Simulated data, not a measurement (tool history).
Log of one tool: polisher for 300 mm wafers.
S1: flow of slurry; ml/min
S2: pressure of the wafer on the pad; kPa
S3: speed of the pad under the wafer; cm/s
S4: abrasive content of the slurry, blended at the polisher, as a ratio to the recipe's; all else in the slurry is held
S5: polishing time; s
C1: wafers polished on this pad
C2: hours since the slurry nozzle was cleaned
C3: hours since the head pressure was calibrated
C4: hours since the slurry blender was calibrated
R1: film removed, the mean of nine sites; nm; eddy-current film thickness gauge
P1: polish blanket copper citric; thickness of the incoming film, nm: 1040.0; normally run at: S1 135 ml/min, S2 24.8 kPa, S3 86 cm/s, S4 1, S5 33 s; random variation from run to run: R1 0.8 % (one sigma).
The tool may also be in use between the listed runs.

run 1 hour=4.5 | S1=135 S2=24.8 S3=86 S4=1 S5=33 | C1=451 C2=365.1 C3=531.8 C4=205.8 | R1=83.951
run 2 hour=7.3 | S1=135 S2=24.8 S3=86 S4=1 S5=33 | C1=481 C2=367.9 C3=534.6 C4=208.6 | R1=85.704
run 3 hour=10.7 | S1=135 S2=24.8 S3=86 S4=1 S5=33 | C1=516 C2=371.3 C3=538 C4=212 | R1=84.063
run 4 hour=14.8 | S1=135 S2=24.8 S3=86 S4=1 S5=33 | C1=560 C2=375.4 C3=542.1 C4=216.1 | R1=84.086
run 5 hour=18.3 | S1=135 S2=24.8 S3=38 S4=1 S5=33 | C1=596 C2=378.9 C3=545.6 C4=219.6 | R1=38.248
run 6 hour=21.4 | S1=135 S2=24.8 S3=86 S4=1 S5=33 | C1=629 C2=382 C3=548.7 C4=222.7 | R1=83.209
run 7 hour=26.5 | S1=135 S2=17.2 S3=86 S4=1 S5=33 | C1=683 C2=387.1 C3=553.8 C4=227.8 | R1=59.255
run 8 hour=31.5 | S1=135 S2=24.8 S3=86 S4=1.45 S5=33 | C1=736 C2=392.1 C3=558.8 C4=232.8 | R1=91.293
run 9 hour=37.8 | S1=135 S2=24.8 S3=86 S4=1 S5=42 | C1=802 C2=398.4 C3=565.1 C4=239.1 | R1=108.18
run 10 hour=43.1 | S1=135 S2=24.8 S3=86 S4=1 S5=33 | C1=858 C2=403.7 C3=570.4 C4=244.4 | R1=85.865
run 11 hour=49.4 | S1=135 S2=24.8 S3=126 S4=0.7 S5=33 | C1=924 C2=410 C3=576.7 C4=250.7 | R1=112.29
run 12 hour=54.6 | S1=135 S2=24.8 S3=120 S4=1 S5=33 | C1=979 C2=415.2 C3=581.9 C4=255.9 | R1=115.5
run 13 hour=58.8 | S1=135 S2=24.8 S3=86 S4=1 S5=15 | C1=1023 C2=419.4 C3=586.1 C4=260.1 | R1=38.481
run 14 hour=65 | S1=135 S2=37.9 S3=86 S4=1 S5=33 | C1=1088 C2=425.6 C3=592.3 C4=266.3 | R1=126.27
run 15 hour=71.3 | S1=80 S2=24.8 S3=86 S4=1 S5=33 | C1=1155 C2=431.9 C3=598.6 C4=272.6 | R1=73.17
run 16 hour=74.8 | S1=135 S2=24.8 S3=86 S4=0.5 S5=33 | C1=1192 C2=435.4 C3=602.1 C4=276.1 | R1=72.676
run 17 hour=78.5 | S1=135 S2=24.8 S3=86 S4=1 S5=33 | C1=1231 C2=439.1 C3=605.8 C4=279.8 | R1=84.893
run 18 hour=81.6 | S1=200 S2=24.8 S3=86 S4=1 S5=33 | C1=1263 C2=442.2 C3=608.9 C4=282.9 | R1=89.003
run 19 hour=86.5 | S1=135 S2=24.8 S3=86 S4=1 S5=33 | C1=1315 C2=447.1 C3=613.8 C4=287.8 | R1=84.13
run 20 hour=92.4 | S1=135 S2=24.8 S3=86 S4=1 S5=33 | C1=1377 C2=453 C3=619.7 C4=293.7 | R1=81.314
run 21 hour=96.3 | S1=135 S2=24.8 S3=86 S4=1 S5=33 | C1=1418 C2=456.9 C3=623.6 C4=297.6 | R1=80.057
run 22 hour=101.3 | S1=135 S2=24.8 S3=86 S4=1 S5=33 | C1=1471 C2=461.9 C3=628.6 C4=302.6 | R1=79.07
-- hour=107.6 head pressure recalibrated
run 23 hour=107.7 | S1=135 S2=24.8 S3=86 S4=1 S5=33 | C1=1538 C2=468.3 C3=0.2 C4=309 | R1=77.592
run 24 hour=111.4 | S1=135 S2=24.8 S3=86 S4=1 S5=33 | C1=1577 C2=472 C3=3.9 C4=312.7 | R1=77.799
-- hour=113.5 slurry blender recalibrated
run 25 hour=116.9 | S1=135 S2=24.8 S3=86 S4=1 S5=33 | C1=1635 C2=477.5 C3=9.4 C4=3.4 | R1=77.134
run 26 hour=121 | S1=135 S2=24.8 S3=86 S4=1 S5=33 | C1=1678 C2=481.6 C3=13.5 C4=7.5 | R1=76.305
run 27 hour=125.7 | S1=135 S2=24.8 S3=86 S4=1 S5=33 | C1=1728 C2=486.3 C3=18.2 C4=12.2 | R1=76.237
run 28 hour=131.3 | S1=135 S2=24.8 S3=86 S4=1 S5=33 | C1=1787 C2=491.9 C3=23.8 C4=17.8 | R1=75.794
run 29 hour=136.6 | S1=135 S2=24.8 S3=86 S4=1 S5=33 | C1=1843 C2=497.2 C3=29.1 C4=23.1 | R1=77.003
run 30 hour=141.2 | S1=135 S2=24.8 S3=86 S4=1 S5=33 | C1=1891 C2=501.8 C3=33.7 C4=27.7 | R1=77.088

What P1 gives has crept away from where it was. These 2 causes fit the log equally well, each at the size given:
A: removal rate lost through wear of the pad, % = 9.73
B: slurry flow missing at the pad, % = 35.4
The creep began at about hour 86.5.
Why every other cause is out:
head's pressure below its setpoint, %: serviced at hour 107.6, which brought nothing back
abrasive missing from the slurry, %: serviced at hour 113.5, which brought nothing back

4 check runs are offered, one wafer each, their results left as question marks. Which one tells the causes apart?
run check 1 hour=145.8 | S1=165 S2=24.8 S3=86 S4=0.55 S5=33 | R1=?
run check 2 hour=145.8 | S1=80 S2=24.8 S3=86 S4=0.8 S5=33 | R1=?
run check 3 hour=145.8 | S1=135 S2=24.8 S3=104 S4=1 S5=15 | R1=?
run check 4 hour=145.8 | S1=135 S2=24.8 S3=50 S4=1 S5=33 | R1=?

What each check would give under each cause:
check=check_1 result=R1 if_A=69.609 if_B=70.797
check=check_2 result=R1 if_A=63.851 if_B=60.294
check=check_3 result=R1 if_A=41.631 if_B=41.633
check=check_4 result=R1 if_A=44.954 if_B=44.956
How far apart the two closest causes lie, in the result that separates them most: check 1 1.69 %; check 2 5.73 %; check 3 0.01 %; check 4 0.01 %
Check 2 tells the causes apart: in the others they would give nearly the same result.

Check 2 was then run and gave: R1 60.224 nm. Which cause is it?

It is B: slurry flow missing at the pad, %.
